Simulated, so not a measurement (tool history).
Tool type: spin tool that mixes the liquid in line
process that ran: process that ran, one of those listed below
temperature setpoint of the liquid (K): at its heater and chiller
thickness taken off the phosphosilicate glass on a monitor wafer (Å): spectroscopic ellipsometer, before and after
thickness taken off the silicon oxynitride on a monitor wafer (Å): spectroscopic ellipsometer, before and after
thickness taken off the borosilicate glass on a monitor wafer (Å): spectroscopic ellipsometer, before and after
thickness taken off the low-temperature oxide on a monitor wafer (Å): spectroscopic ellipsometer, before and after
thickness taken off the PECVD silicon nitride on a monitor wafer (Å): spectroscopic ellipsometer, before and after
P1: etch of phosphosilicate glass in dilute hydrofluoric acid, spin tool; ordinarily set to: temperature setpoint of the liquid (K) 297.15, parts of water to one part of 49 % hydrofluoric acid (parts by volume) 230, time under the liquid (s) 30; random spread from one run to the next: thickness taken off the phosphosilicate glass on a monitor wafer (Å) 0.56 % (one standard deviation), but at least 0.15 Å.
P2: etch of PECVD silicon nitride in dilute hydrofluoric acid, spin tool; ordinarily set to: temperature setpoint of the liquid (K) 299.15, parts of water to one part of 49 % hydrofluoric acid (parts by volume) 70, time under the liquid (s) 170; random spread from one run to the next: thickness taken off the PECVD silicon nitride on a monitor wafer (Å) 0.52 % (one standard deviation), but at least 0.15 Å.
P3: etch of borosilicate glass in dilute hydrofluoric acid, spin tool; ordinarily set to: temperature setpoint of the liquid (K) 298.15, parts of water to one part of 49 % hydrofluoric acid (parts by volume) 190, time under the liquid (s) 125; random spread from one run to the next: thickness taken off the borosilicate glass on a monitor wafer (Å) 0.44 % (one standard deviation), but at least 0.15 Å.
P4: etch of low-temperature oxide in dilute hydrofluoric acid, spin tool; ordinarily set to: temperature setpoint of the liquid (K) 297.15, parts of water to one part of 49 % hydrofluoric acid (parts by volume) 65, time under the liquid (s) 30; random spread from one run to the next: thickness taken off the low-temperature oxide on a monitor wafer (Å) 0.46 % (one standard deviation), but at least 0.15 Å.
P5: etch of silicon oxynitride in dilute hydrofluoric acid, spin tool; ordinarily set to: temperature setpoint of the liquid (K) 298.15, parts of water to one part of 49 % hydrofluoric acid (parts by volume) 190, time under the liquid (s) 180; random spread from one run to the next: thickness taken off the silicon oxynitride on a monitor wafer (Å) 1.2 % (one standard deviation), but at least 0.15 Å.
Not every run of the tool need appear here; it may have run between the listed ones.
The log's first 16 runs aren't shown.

| run | hour | process that ran | temperature setpoint of the liquid (K) | parts of water to one part of 49 % hydrofluoric acid (parts by volume) | time under the liquid (s) | hours since the thermometer was replaced | hours since the hydrofluoric acid flow meter was replaced | thickness taken off the phosphosilicate glass on a monitor wafer (Å) | thickness taken off the silicon oxynitride on a monitor wafer (Å) | thickness taken off the borosilicate glass on a monitor wafer (Å) | thickness taken off the low-temperature oxide on a monitor wafer (Å) | thickness taken off the PECVD silicon nitride on a monitor wafer (Å) |
|---|---|---|---|---|---|---|---|---|---|---|---|---|
| 17 | 197.6 | P1 | 290.15 | 230 | 55 | 712.5 | 20.1 | 136.640 |  |  |  |  |
| 18 | 209.5 | P1 | 297.15 | 230 | 30 | 724.4 | 32.0 | 97.210 |  |  |  |  |
| 19 | 218.6 | P1 | 297.15 | 230 | 60 | 733.5 | 41.1 | 192.420 |  |  |  |  |
| 20 | 229.0 | P4 | 297.15 | 110 | 30 | 743.9 | 51.5 |  |  |  | 41.498 |  |
| 21 | 243.8 | P1 | 297.15 | 230 | 15 | 758.7 | 66.3 | 48.473 |  |  |  |  |
| 22 | 259.2 | P1 | 297.15 | 230 | 30 | 774.1 | 81.7 | 97.415 |  |  |  |  |
| 23 | 272.3 | P4 | 297.15 | 65 | 60 | 787.2 | 94.8 |  |  |  | 149.160 |  |
| 24 | 286.8 | P5 | 305.15 | 190 | 180 | 801.7 | 109.3 |  | 22.1010 |  |  |  |
| 25 | 293.9 | P4 | 291.15 | 65 | 30 | 808.8 | 116.4 |  |  |  | 57.639 |  |
| 26 | 307.7 | P1 | 303.15 | 230 | 15 | 822.6 | 130.2 | 59.858 |  |  |  |  |
| 27 | 318.4 | P2 | 304.65 | 70 | 170 | 833.3 | 140.9 |  |  |  |  | 68.6310 |
| 28 | 333.9 | P2 | 299.15 | 20 | 170 | 848.8 | 156.4 |  |  |  |  | 161.3700 |
| 29 | 349.2 | P5 | 298.15 | 190 | 180 | 864.1 | 171.7 |  | 16.2110 |  |  |  |
| 30 | 362.5 | P2 | 299.15 | 70 | 30 | 877.4 | 185.0 |  |  |  |  | 8.3812 |
| 31 | 372.1 | P2 | 299.15 | 70 | 170 | 887.0 | 194.6 |  |  |  |  | 48.2090 |
| 32 | 384.2 | P1 | 297.15 | 115 | 15 | 899.1 | 206.7 | 110.480 |  |  |  |  |

Run 33 is up next; what results do you expect?
| 33 | 397.6 | P3 | 298.15 | 190 | 40 | 912.5 | 220.1 |  |  | ? |  |  |

thickness taken off the borosilicate glass on a monitor wafer (Å): 47.185
